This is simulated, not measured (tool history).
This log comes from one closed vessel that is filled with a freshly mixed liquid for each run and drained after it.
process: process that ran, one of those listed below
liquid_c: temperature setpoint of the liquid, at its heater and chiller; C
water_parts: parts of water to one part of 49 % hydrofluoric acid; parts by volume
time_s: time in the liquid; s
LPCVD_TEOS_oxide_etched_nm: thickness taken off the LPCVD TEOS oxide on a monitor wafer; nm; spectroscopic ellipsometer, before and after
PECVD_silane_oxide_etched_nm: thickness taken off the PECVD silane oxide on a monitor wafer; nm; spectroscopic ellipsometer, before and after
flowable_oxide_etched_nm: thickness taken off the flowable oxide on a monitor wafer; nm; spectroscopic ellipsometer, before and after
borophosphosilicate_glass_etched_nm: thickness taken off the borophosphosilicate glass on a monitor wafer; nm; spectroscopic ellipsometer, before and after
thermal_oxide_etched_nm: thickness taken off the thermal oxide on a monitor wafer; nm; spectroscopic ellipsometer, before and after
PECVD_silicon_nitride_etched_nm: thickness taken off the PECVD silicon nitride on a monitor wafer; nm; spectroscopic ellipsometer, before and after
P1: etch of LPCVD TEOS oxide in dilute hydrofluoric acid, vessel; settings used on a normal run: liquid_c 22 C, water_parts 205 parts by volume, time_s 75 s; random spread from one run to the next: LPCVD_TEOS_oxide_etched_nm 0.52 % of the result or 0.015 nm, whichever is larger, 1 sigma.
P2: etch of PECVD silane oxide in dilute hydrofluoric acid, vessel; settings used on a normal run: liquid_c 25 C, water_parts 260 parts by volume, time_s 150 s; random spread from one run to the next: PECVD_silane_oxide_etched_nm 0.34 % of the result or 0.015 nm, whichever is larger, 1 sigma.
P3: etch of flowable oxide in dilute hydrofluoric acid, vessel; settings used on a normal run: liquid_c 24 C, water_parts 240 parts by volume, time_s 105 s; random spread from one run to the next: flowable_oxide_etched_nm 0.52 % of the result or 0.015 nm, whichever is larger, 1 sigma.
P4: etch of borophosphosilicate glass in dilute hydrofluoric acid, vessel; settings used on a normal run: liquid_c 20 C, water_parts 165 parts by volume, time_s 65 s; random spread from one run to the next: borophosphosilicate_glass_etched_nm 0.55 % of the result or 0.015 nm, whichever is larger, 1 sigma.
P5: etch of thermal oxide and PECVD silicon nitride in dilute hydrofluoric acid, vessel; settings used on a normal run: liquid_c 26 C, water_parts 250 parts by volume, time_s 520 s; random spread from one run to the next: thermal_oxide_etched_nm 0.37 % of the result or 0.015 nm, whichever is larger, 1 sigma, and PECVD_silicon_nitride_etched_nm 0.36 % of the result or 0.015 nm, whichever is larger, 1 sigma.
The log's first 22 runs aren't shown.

run	day	process	liquid_c	water_parts	time_s	hours since the thermometer was replaced	hours since the hydrofluoric acid flow meter was replaced	LPCVD_TEOS_oxide_etched_nm	PECVD_silane_oxide_etched_nm	flowable_oxide_etched_nm	borophosphosilicate_glass_etched_nm	thermal_oxide_etched_nm	PECVD_silicon_nitride_etched_nm
23	2.904	P1	22	370	75	1113.2	1468.2	3.02					
24	3.096	P4	20	265	65	1117.8	1472.8				15.531		
25	3.262	P3	24	120	105	1121.8	1476.8			46.775			
26	3.438	P3	24	240	105	1126	1481			20.354			
27	3.542	P4	20	165	65	1128.5	1483.5				27.231		
28	3.671	P1	17	205	75	1131.6	1486.6	5.2893					
29	3.762	P2	25	140	150	1133.8	1488.8		25.145				
30	3.904	P5	26	250	520	1137.2	1492.2					9.0002	8.8929
31	4.042	P1	22	205	30	1140.5	1495.5	2.5714					
32	4.204	P1	22	205	75	1144.4	1499.4	6.4385					
33	4.354	P1	22	205	75	1148	1503	6.7816					
34	4.454	P1	22	205	75	1150.4	1505.4	6.7951					
35	4.542	P1	22	205	75	1152.5	1507.5	6.8741					
36	4.662	P1	22	205	75	1155.4	1510.4	6.8769					

Run 37, settings as shown, results not yet in. Your forecast:
37	4.804	P1	22	205	75	1158.8	1513.8	?					

LPCVD_TEOS_oxide_etched_nm: 7.0107 nm

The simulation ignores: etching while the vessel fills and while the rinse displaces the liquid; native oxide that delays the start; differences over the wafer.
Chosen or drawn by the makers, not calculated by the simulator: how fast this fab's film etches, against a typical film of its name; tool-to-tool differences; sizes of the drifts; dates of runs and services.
